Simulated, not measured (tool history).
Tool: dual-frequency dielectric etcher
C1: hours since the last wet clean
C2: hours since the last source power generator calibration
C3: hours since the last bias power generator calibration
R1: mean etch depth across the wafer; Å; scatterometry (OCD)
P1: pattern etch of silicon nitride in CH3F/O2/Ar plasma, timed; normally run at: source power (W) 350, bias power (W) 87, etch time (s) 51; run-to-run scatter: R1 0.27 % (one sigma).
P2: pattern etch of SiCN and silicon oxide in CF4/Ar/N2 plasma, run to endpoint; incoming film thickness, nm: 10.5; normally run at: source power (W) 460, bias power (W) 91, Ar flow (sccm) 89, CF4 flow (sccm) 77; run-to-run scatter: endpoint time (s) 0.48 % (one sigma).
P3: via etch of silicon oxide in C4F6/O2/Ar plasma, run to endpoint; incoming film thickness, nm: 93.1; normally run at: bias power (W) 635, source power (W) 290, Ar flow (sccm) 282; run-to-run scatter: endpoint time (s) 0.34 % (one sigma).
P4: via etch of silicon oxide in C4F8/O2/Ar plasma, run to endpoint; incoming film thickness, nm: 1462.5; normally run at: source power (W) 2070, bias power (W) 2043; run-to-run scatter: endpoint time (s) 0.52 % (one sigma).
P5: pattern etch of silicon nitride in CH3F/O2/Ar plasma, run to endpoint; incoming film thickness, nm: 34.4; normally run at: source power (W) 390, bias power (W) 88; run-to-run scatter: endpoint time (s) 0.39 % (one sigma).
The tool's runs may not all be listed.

run 1 day=0.525 | process_that_ran=P1 source_power_(W)=350 bias_power_(W)=87 etch_time_(s)=51 | C1=157.3 C2=1520.6 C3=2602.6 | R1=355.46
run 2 day=0.925 | process_that_ran=P1 source_power_(W)=350 bias_power_(W)=87 etch_time_(s)=51 | C1=166.9 C2=1530.2 C3=2612.2 | R1=355.64
run 3 day=1.329 | process_that_ran=P2 source_power_(W)=460 bias_power_(W)=91 Ar_flow_(sccm)=89 CF4_flow_(sccm)=100 | C1=176.6 C2=1539.9 C3=2621.9 | endpoint_time_(s)=10.5360
run 4 day=1.667 | process_that_ran=P1 source_power_(W)=350 bias_power_(W)=115 etch_time_(s)=51 | C1=184.7 C2=1548.0 C3=2630.0 | R1=395.40
run 5 day=2.042 | process_that_ran=P5 source_power_(W)=390 bias_power_(W)=67 | C1=193.7 C2=1557.0 C3=2639.0 | endpoint_time_(s)=51.9330
run 6 day=2.300 | process_that_ran=P1 source_power_(W)=480 bias_power_(W)=87 etch_time_(s)=28 | C1=199.9 C2=1563.2 C3=2645.2 | R1=219.00
run 7 day=2.671 | process_that_ran=P4 source_power_(W)=2870 bias_power_(W)=2043 | C1=208.8 C2=1572.1 C3=2654.1 | endpoint_time_(s)=240.5100
run 8 day=3.021 | process_that_ran=P1 source_power_(W)=350 bias_power_(W)=87 etch_time_(s)=75 | C1=217.2 C2=1580.5 C3=2662.5 | R1=524.49
run 9 day=3.396 | process_that_ran=P1 source_power_(W)=350 bias_power_(W)=87 etch_time_(s)=28 | C1=226.2 C2=1589.5 C3=2671.5 | R1=195.84
run 10 day=3.854 | process_that_ran=P5 source_power_(W)=390 bias_power_(W)=88 | C1=237.2 C2=1600.5 C3=2682.5 | endpoint_time_(s)=46.8680
run 11 day=4.375 | process_that_ran=P3 source_power_(W)=290 bias_power_(W)=873 Ar_flow_(sccm)=282 | C1=249.7 C2=1613.0 C3=2695.0 | endpoint_time_(s)=18.4530
run 12 day=4.829 | process_that_ran=P2 source_power_(W)=460 bias_power_(W)=91 Ar_flow_(sccm)=89 CF4_flow_(sccm)=77 | C1=260.6 C2=1623.9 C3=2705.9 | endpoint_time_(s)=10.9310
run 13 day=5.088 | process_that_ran=P1 source_power_(W)=350 bias_power_(W)=87 etch_time_(s)=51 | C1=266.8 C2=1630.1 C3=2712.1 | R1=356.78
run 14 day=5.412 | process_that_ran=P2 source_power_(W)=460 bias_power_(W)=91 Ar_flow_(sccm)=69 CF4_flow_(sccm)=77 | C1=274.6 C2=1637.9 C3=2719.9 | endpoint_time_(s)=10.5110
run 15 day=5.779 | process_that_ran=P5 source_power_(W)=510 bias_power_(W)=88 | C1=283.4 C2=1646.7 C3=2728.7 | endpoint_time_(s)=42.4890
run 16 day=6.188 | process_that_ran=P1 source_power_(W)=350 bias_power_(W)=87 etch_time_(s)=51 | C1=293.2 C2=1656.5 C3=2738.5 | R1=354.85
run 17 day=6.742 | process_that_ran=P2 source_power_(W)=650 bias_power_(W)=91 Ar_flow_(sccm)=89 CF4_flow_(sccm)=77 | C1=306.5 C2=1669.8 C3=2751.8 | endpoint_time_(s)=8.0458
run 18 day=7.088 | process_that_ran=P2 source_power_(W)=460 bias_power_(W)=124 Ar_flow_(sccm)=89 CF4_flow_(sccm)=77 | C1=314.8 C2=1678.1 C3=2760.1 | endpoint_time_(s)=9.7464

The next listed run, before its measurement:
run 19 day=7.633 | process_that_ran=P1 source_power_(W)=350 bias_power_(W)=51 etch_time_(s)=51 | C1=327.9 C2=1691.2 C3=2773.2 | R1=?

{"run 19": {"R1": 297.81}}

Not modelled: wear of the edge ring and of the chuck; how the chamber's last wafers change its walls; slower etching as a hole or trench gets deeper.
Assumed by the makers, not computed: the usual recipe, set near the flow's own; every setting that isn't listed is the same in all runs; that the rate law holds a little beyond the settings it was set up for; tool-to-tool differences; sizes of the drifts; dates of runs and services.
